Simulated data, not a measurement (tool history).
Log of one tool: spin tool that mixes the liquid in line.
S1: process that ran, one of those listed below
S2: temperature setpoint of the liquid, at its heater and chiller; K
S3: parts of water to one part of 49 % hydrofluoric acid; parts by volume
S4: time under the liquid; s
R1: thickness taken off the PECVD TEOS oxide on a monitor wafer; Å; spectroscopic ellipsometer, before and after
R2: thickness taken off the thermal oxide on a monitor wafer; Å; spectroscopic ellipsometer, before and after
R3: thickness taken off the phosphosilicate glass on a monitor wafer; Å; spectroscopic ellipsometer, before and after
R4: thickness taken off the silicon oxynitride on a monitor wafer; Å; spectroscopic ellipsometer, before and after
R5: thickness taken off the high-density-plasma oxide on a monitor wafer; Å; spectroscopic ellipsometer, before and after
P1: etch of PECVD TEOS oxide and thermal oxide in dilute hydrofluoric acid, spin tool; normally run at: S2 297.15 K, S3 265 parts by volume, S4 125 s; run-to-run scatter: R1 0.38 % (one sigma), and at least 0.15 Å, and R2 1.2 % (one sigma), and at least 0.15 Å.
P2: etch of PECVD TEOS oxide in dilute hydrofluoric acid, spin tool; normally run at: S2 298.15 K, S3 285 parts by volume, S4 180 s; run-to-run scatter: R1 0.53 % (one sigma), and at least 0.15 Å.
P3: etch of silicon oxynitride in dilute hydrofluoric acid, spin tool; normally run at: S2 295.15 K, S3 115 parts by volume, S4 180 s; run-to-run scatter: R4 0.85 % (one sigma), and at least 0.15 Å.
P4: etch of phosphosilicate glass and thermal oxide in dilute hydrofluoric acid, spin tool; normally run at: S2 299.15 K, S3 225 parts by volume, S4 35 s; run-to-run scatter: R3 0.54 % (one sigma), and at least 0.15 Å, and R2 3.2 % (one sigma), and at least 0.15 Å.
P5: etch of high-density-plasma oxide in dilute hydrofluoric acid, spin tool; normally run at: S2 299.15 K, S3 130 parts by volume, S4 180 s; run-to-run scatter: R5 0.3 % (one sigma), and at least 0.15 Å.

run	hour	S1	S2	S3	S4	R1	R2	R3	R4	R5
1	9.0	P1	297.15	265	125	75.0730	19.2330			
2	18.7	P4	292.15	225	35		5.4079	109.010		
3	30.8	P1	290.15	265	70	32.5800	8.2052			
4	43.6	P3	295.15	20	180				201.450	
5	53.9	P3	295.15	115	180				32.553	
6	65.6	P5	306.65	130	180					165.670
7	80.1	P2	290.65	285	180	38.3220				
8	91.2	P1	297.15	265	125	75.2550	18.7870			
9	98.0	P1	297.15	265	125	75.5130	18.7850			
10	112.9	P2	298.15	515	180	22.6460				
11	124.0	P4	299.15	225	35		7.3730	141.980		
12	134.4	P3	295.15	115	305				53.764	
13	146.5	P1	297.15	265	235	140.8100	35.3370			
14	158.7	P4	299.15	330	35		4.2087	86.299		
15	173.0	P1	304.15	265	125	94.8390	24.4810			
16	187.5	P4	299.15	225	35		7.3344	141.260		
17	202.2	P1	293.15	425	125	35.2180	8.5387			
18	210.0	P5	299.15	130	180					124.870
19	218.8	P2	298.15	285	180	50.3200				
20	233.9	P1	290.15	265	125	58.4210	14.4870			
21	247.6	P5	299.15	130	180					124.780
22	262.0	P5	299.15	130	360					250.120
23	270.2	P1	297.15	430	125	39.6260	9.8341			
24	281.8	P5	299.15	175	180					88.179
25	289.0	P1	297.15	265	125	75.4510	19.3810			
26	303.0	P1	297.15	265	125	75.3070	18.5730			
27	312.6	P1	297.15	265	125	75.5060	18.8370			
28	324.5	P4	299.15	225	15		3.1500	59.641		
29	333.5	P2	298.15	285	15	4.1184				
30	340.6	P3	290.15	115	180				24.925	
31	352.4	P1	297.15	55	125	461.5700	113.0800			
32	361.5	P1	297.15	265	60	35.9740	8.9705			
33	375.6	P1	297.15	265	125	74.9650	18.8620			
34	386.4	P1	297.15	265	125	77.0250	19.5440			
35	393.4	P1	297.15	265	125	78.9360	19.3850			
36	403.0	P1	297.15	265	125	78.3530	19.9900			
37	412.1	P1	297.15	265	125	79.9310	19.9080			
38	420.1	P1	297.15	265	125	80.0040	20.3450			
39	429.7	P1	297.15	265	125	79.7430	20.1560			
40	442.5	P1	297.15	265	125	80.4140	20.3780			
41	454.6	P1	297.15	265	125	80.5460	20.3880			

What P1 gives has crept away from where it was. These 2 causes fit the log equally well, each at the size given:
A: liquid hotter than its thermometer reads (K) = 1.99
B: hydrofluoric acid flow above the setpoint (%) = 5.67
The creep began at about hour 375.6.

4 check runs are offered, each on 3 wafers whose results are averaged, their results left as question marks. Which one tells the causes apart?
check 1	466.7	P4	293.65	300	35		?	?		
check 2	466.7	P3	290.15	115	270				?	
check 3	466.7	P5	306.65	170	180					?
check 4	466.7	P2	290.65	285	15	?				

What each check would give under each cause:
check	result	if A	if B
check 1	R2	4.4087	4.4020
check 1	R3	86.568	86.436
check 2	R4	41.740	40.136
check 3	R5	127.510	127.600
check 4	R1	3.4325	3.4110
How far apart the two closest causes lie, in the result that separates them most: check 1 0.15 %; check 2 3.92 %; check 3 0.07 %; check 4 0.63 %
Check 2 tells the causes apart: in the others they would give nearly the same result.

Check 2 was then run and gave: R4 41.754 Å. Which cause is it?

It is A: liquid hotter than its thermometer reads (K).
